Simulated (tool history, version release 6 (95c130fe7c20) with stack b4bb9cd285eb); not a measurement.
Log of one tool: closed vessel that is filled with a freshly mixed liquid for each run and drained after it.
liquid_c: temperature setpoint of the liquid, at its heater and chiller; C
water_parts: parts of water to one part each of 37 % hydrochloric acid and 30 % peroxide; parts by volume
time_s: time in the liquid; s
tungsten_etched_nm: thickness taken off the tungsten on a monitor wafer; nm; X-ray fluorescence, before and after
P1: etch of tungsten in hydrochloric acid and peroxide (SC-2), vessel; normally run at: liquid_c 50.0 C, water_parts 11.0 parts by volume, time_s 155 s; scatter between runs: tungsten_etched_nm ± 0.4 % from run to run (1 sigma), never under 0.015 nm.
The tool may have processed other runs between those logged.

| run | hour | liquid_c | water_parts | time_s | tungsten_etched_nm |
|---|---|---|---|---|---|
| 1 | 11.9 | 50.0 | 11.0 | 155 | 25.1590 |
| 2 | 22.7 | 66.5 | 11.0 | 155 | 71.9830 |
| 3 | 32.3 | 50.0 | 11.0 | 155 | 25.1320 |
| 4 | 46.1 | 35.5 | 11.0 | 155 | 9.1267 |
| 5 | 55.9 | 50.0 | 11.0 | 155 | 25.1860 |
| 6 | 65.3 | 50.0 | 11.0 | 155 | 25.2780 |
| 7 | 76.9 | 50.0 | 19.5 | 155 | 15.2720 |
| 8 | 92.1 | 50.0 | 4.0 | 285 | 100.1900 |
| 9 | 102.4 | 50.0 | 11.0 | 305 | 49.5400 |
| 10 | 117.6 | 50.0 | 4.0 | 155 | 55.0800 |
| 11 | 132.7 | 50.0 | 11.0 | 155 | 25.3220 |
| 12 | 142.0 | 50.0 | 11.0 | 30 | 4.9057 |
| 13 | 157.6 | 50.0 | 11.0 | 155 | 25.1770 |
| 14 | 166.3 | 50.0 | 11.0 | 155 | 25.1720 |
| 15 | 175.1 | 50.0 | 11.0 | 155 | 25.9890 |
| 16 | 185.4 | 50.0 | 11.0 | 155 | 26.3230 |
| 17 | 197.3 | 50.0 | 11.0 | 155 | 26.8010 |
| 18 | 208.5 | 50.0 | 11.0 | 155 | 27.0510 |
| 19 | 216.6 | 50.0 | 11.0 | 155 | 27.0810 |
| 20 | 232.3 | 50.0 | 11.0 | 155 | 27.0250 |
| 21 | 244.1 | 50.0 | 11.0 | 155 | 27.3570 |
| 22 | 260.9 | 50.0 | 11.0 | 155 | 27.0860 |

Something has made what P1 gives creep away from where it was; the 2 causes below, each at its own stated size, fit the log equally well:
A: liquid hotter than its thermometer reads (K) = 1.21
B: chemicals flow above the setpoint (%) = 10
The drift started at roughly hour 166.3.
Ruled out, with reasons:
peroxide weaker than its label (%): cannot exceed 8; that much would move tungsten_etched_nm by -7.4 %, which falls short of the creep or goes against it

Which of the 4 check runs listed below, each an average over 2 wafers with its results shown as question marks, gives clearly different results under the different listed causes?
| check 1 | 277.7 | 38.0 | 19.5 | 155 | ? |
| check 2 | 277.7 | 50.0 | 19.0 | 295 | ? |
| check 3 | 277.7 | 40.0 | 4.0 | 155 | ? |
| check 4 | 277.7 | 39.5 | 18.5 | 155 | ? |

Predicted outcomes, by check and by cause:
| check | result | if A | if B |
|---|---|---|---|
| check 1 | tungsten_etched_nm | 7.2378 | 7.2333 |
| check 2 | tungsten_etched_nm | 32.1710 | 32.3460 |
| check 3 | tungsten_etched_nm | 29.8870 | 29.2080 |
| check 4 | tungsten_etched_nm | 8.4442 | 8.4421 |
Smallest distance between any two causes, each pair judged by its most separating result, in per cent: check 1 0.06 %; check 2 0.54 %; check 3 2.3 %; check 4 0.02 %
Check 3 distinguishes between the causes, while the remaining checks would return nearly the same result for all of them.

Check 3 was carried out, with these results: tungsten_etched_nm 29.3670 nm. Which of the listed causes is responsible?

Of the candidate causes, it is B: chemicals flow above the setpoint (%).

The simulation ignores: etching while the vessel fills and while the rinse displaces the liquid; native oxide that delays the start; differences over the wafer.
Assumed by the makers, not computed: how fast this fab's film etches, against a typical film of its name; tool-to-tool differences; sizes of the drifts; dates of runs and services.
